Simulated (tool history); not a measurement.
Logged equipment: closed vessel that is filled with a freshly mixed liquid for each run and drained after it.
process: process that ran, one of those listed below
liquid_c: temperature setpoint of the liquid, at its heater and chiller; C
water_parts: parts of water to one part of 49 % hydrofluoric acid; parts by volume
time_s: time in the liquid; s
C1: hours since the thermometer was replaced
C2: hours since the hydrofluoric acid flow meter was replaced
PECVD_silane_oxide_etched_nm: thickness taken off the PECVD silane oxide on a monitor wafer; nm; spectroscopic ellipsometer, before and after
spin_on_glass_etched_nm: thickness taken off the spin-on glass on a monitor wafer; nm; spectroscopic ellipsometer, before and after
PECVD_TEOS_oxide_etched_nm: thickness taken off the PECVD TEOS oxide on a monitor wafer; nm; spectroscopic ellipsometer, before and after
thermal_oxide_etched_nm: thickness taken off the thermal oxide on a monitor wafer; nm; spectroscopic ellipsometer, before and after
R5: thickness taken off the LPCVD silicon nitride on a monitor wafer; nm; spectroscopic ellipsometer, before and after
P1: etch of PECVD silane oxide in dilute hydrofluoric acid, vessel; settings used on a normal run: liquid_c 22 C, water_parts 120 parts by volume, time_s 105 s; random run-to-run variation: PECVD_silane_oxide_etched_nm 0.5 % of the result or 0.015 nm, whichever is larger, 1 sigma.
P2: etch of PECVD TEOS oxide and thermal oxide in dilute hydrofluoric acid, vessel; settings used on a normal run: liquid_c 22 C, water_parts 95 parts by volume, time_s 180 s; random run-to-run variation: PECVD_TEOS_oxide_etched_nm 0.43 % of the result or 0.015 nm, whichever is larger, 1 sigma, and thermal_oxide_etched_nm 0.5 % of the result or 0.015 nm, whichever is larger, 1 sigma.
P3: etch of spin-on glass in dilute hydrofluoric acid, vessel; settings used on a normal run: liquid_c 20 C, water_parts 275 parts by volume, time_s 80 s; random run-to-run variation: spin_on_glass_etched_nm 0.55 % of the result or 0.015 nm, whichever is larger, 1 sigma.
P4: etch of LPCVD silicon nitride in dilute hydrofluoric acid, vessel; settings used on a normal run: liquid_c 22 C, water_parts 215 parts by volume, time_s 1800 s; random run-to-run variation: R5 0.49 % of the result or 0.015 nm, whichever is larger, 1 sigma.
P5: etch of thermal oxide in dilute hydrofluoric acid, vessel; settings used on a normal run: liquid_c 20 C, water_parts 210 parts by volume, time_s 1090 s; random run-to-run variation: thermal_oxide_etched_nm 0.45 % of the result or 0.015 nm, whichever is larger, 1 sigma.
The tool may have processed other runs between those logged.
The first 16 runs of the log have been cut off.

run 17 hour=153.9 | process=P2 liquid_c=17 water_parts=95 time_s=180 | C1=29.5 C2=466.3 | PECVD_TEOS_oxide_etched_nm=20.047 thermal_oxide_etched_nm=7.2538
run 18 hour=159.7 | process=P1 liquid_c=22 water_parts=185 time_s=105 | C1=35.3 C2=472.1 | PECVD_silane_oxide_etched_nm=7.3874
run 19 hour=170.8 | process=P5 liquid_c=25 water_parts=210 time_s=1090 | C1=46.4 C2=483.2 | thermal_oxide_etched_nm=23.0000
run 20 hour=181.6 | process=P1 liquid_c=22 water_parts=120 time_s=155 | C1=57.2 C2=494.0 | PECVD_silane_oxide_etched_nm=17.7960
run 21 hour=191.0 | process=P1 liquid_c=22 water_parts=120 time_s=105 | C1=66.6 C2=503.4 | PECVD_silane_oxide_etched_nm=12.2750
run 22 hour=198.1 | process=P1 liquid_c=17 water_parts=120 time_s=105 | C1=73.7 C2=510.5 | PECVD_silane_oxide_etched_nm=9.8801
run 23 hour=207.1 | process=P1 liquid_c=22 water_parts=120 time_s=105 | C1=82.7 C2=519.5 | PECVD_silane_oxide_etched_nm=12.1320
run 24 hour=213.5 | process=P5 liquid_c=20 water_parts=90 time_s=1090 | C1=89.1 C2=525.9 | thermal_oxide_etched_nm=50.0890
run 25 hour=224.1 | process=P4 liquid_c=22 water_parts=215 time_s=735 | C1=99.7 C2=536.5 | R5=1.8267
run 26 hour=231.3 | process=P3 liquid_c=20 water_parts=275 time_s=155 | C1=106.9 C2=543.7 | spin_on_glass_etched_nm=8.6342

For run 27, what comes out?
run 27 hour=244.0 | process=P2 liquid_c=22 water_parts=95 time_s=290 | C1=119.6 C2=556.4 | PECVD_TEOS_oxide_etched_nm=? thermal_oxide_etched_nm=?

Run 27 measured PECVD_TEOS_oxide_etched_nm 39.282 nm, thermal_oxide_etched_nm 14.1250 nm.

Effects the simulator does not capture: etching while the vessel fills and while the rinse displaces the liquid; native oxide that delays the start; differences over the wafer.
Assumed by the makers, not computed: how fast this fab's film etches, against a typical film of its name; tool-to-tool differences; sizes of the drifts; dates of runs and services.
